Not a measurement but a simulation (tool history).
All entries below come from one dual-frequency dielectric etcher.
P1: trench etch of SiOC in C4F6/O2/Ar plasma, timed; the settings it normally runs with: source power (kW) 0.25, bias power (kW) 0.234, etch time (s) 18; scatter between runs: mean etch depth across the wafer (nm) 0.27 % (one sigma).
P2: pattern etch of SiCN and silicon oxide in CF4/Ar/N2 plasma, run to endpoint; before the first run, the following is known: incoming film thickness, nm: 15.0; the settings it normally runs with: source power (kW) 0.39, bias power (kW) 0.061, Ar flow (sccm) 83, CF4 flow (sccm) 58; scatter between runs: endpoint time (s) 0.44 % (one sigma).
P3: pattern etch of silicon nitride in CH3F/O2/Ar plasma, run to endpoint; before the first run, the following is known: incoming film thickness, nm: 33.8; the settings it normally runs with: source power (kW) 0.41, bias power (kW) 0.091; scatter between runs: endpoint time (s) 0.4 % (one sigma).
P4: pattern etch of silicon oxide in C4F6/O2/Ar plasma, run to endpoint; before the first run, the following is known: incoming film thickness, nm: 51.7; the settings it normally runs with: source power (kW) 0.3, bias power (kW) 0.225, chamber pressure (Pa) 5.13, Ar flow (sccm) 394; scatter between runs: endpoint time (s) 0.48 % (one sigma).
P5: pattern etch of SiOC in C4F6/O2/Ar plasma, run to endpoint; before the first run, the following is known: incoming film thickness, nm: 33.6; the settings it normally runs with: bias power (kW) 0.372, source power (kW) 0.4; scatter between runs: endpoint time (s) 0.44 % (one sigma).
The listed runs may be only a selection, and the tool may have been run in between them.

| run | hour | process that ran | source power (kW) | bias power (kW) | etch time (s) | chamber pressure (Pa) | Ar flow (sccm) | CF4 flow (sccm) | mean etch depth across the wafer (nm) | endpoint time (s) |
|---|---|---|---|---|---|---|---|---|---|---|
| 1 | 6.6 | P1 | 0.25 | 0.234 | 18 |  |  |  | 35.615 |  |
| 2 | 16.5 | P4 | 0.3 | 0.225 |  | 5.13 | 487 |  |  | 18.591 |
| 3 | 22.5 | P3 | 0.31 | 0.091 |  |  |  |  |  | 48.499 |
| 4 | 33.1 | P1 | 0.35 | 0.234 | 18 |  |  |  | 40.741 |  |
| 5 | 42.8 | P1 | 0.25 | 0.312 | 18 |  |  |  | 39.501 |  |
| 6 | 51.1 | P2 | 0.39 | 0.061 |  |  | 83 | 46 |  | 21.572 |
| 7 | 60.6 | P2 | 0.39 | 0.061 |  |  | 50 | 58 |  | 19.34 |
| 8 | 72.3 | P3 | 0.41 | 0.129 |  |  |  |  |  | 38.737 |
| 9 | 79.8 | P1 | 0.25 | 0.234 | 18 |  |  |  | 35.777 |  |
| 10 | 91.4 | P1 | 0.25 | 0.173 | 18 |  |  |  | 32.29 |  |
| 11 | 102.4 | P1 | 0.3 | 0.234 | 12.5 |  |  |  | 26.533 |  |
| 12 | 115.3 | P5 | 0.32 | 0.372 |  |  |  |  |  | 13.295 |
| 13 | 125.7 | P4 | 0.3 | 0.225 |  | 6.8 | 394 |  |  | 18.712 |
| 14 | 134.2 | P5 | 0.4 | 0.513 |  |  |  |  |  | 10.879 |
| 15 | 145.3 | P2 | 0.3 | 0.061 |  |  | 83 | 58 |  | 26.211 |
| 16 | 153.5 | P2 | 0.39 | 0.041 |  |  | 83 | 58 |  | 23.434 |
|  | 155.2 | wet clean of the chamber |
| 17 | 165.7 | P1 | 0.25 | 0.234 | 18 |  |  |  | 35.644 |  |
| 18 | 176.6 | P1 | 0.2 | 0.281 | 18 |  |  |  | 34.986 |  |
| 19 | 186.2 | P4 | 0.3 | 0.225 |  | 5.13 | 394 |  |  | 18.114 |
| 20 | 193.8 | P2 | 0.39 | 0.061 |  |  | 83 | 58 |  | 20.601 |
| 21 | 202.2 | P3 | 0.41 | 0.091 |  |  |  |  |  | 43.677 |
| 22 | 208.6 | P5 | 0.4 | 0.372 |  |  |  |  |  | 12.301 |
| 23 | 218.9 | P1 | 0.25 | 0.234 | 22.5 |  |  |  | 44.731 |  |
| 24 | 226.6 | P1 | 0.16 | 0.234 | 18 |  |  |  | 30.117 |  |
| 25 | 238.5 | P1 | 0.25 | 0.234 | 18 |  |  |  | 35.579 |  |
| 26 | 251 | P4 | 0.43 | 0.225 |  | 5.13 | 394 |  |  | 15.861 |
| 27 | 260 | P1 | 0.25 | 0.234 | 10 |  |  |  | 19.86 |  |
| 28 | 272.6 | P4 | 0.3 | 0.268 |  | 5.13 | 394 |  |  | 17.105 |
| 29 | 280.1 | P1 | 0.25 | 0.234 | 18 |  |  |  | 35.692 |  |
| 30 | 286.6 | P1 | 0.25 | 0.234 | 18 |  |  |  | 35.511 |  |
| 31 | 295.9 | P1 | 0.25 | 0.234 | 18 |  |  |  | 35.431 |  |
| 32 | 307.4 | P1 | 0.25 | 0.234 | 18 |  |  |  | 35.285 |  |
| 33 | 315.6 | P1 | 0.25 | 0.234 | 18 |  |  |  | 35.128 |  |
|  | 322.5 | wet clean of the chamber |
| 34 | 324.3 | P1 | 0.25 | 0.234 | 18 |  |  |  | 35.355 |  |
| 35 | 333.8 | P1 | 0.25 | 0.234 | 18 |  |  |  | 35.148 |  |
| 36 | 343 | P1 | 0.25 | 0.234 | 18 |  |  |  | 35.184 |  |

What P1 gives has crept off from where it sat before. The 2 causes that follow fit the log equally well, each at the size noted:
A: source power that arrives under what is set, % = 4.22
B: bias power that arrives under what is set, % = 4.66
The creep began at about hour 280.1.
Every other cause this tool's parts could produce, and why it does not fit the log:
chamber walls in a state that lowers the etch rate, %: serviced at hour 322.5, which brought nothing back

The 4 check runs listed below each average the results of 2 wafers, and their outcomes are marked with question marks. Under which run would the listed causes produce clearly different results?
| check 1 | 352.2 | P3 | 0.41 | 0.091 |  |  |  |  |  | ? |
| check 2 | 352.2 | P4 | 0.3 | 0.225 |  | 5.13 | 394 |  |  | ? |
| check 3 | 352.2 | P2 | 0.39 | 0.061 |  |  | 83 | 58 |  | ? |
| check 4 | 352.2 | P5 | 0.4 | 0.372 |  |  |  |  |  | ? |

Expected result of each check under each candidate cause:
| check | result | if A | if B |
|---|---|---|---|
| check 1 | endpoint time (s) | 44.684 | 44.726 |
| check 2 | endpoint time (s) | 18.372 | 18.363 |
| check 3 | endpoint time (s) | 21.501 | 21.021 |
| check 4 | endpoint time (s) | 12.44 | 12.45 |
Per check, the gap between the least separated pair of causes, taken in the result that splits them most: check 1 0.1 %; check 2 0.04 %; check 3 2.25 %; check 4 0.08 %
The causes can be told apart only by check 3. The other checks would give nearly the same results under each of them.

Check 3 has now been run. It gave: endpoint time (s) 21.001. Which of the candidate causes is it?

B is the cause: bias power that arrives under what is set, %.

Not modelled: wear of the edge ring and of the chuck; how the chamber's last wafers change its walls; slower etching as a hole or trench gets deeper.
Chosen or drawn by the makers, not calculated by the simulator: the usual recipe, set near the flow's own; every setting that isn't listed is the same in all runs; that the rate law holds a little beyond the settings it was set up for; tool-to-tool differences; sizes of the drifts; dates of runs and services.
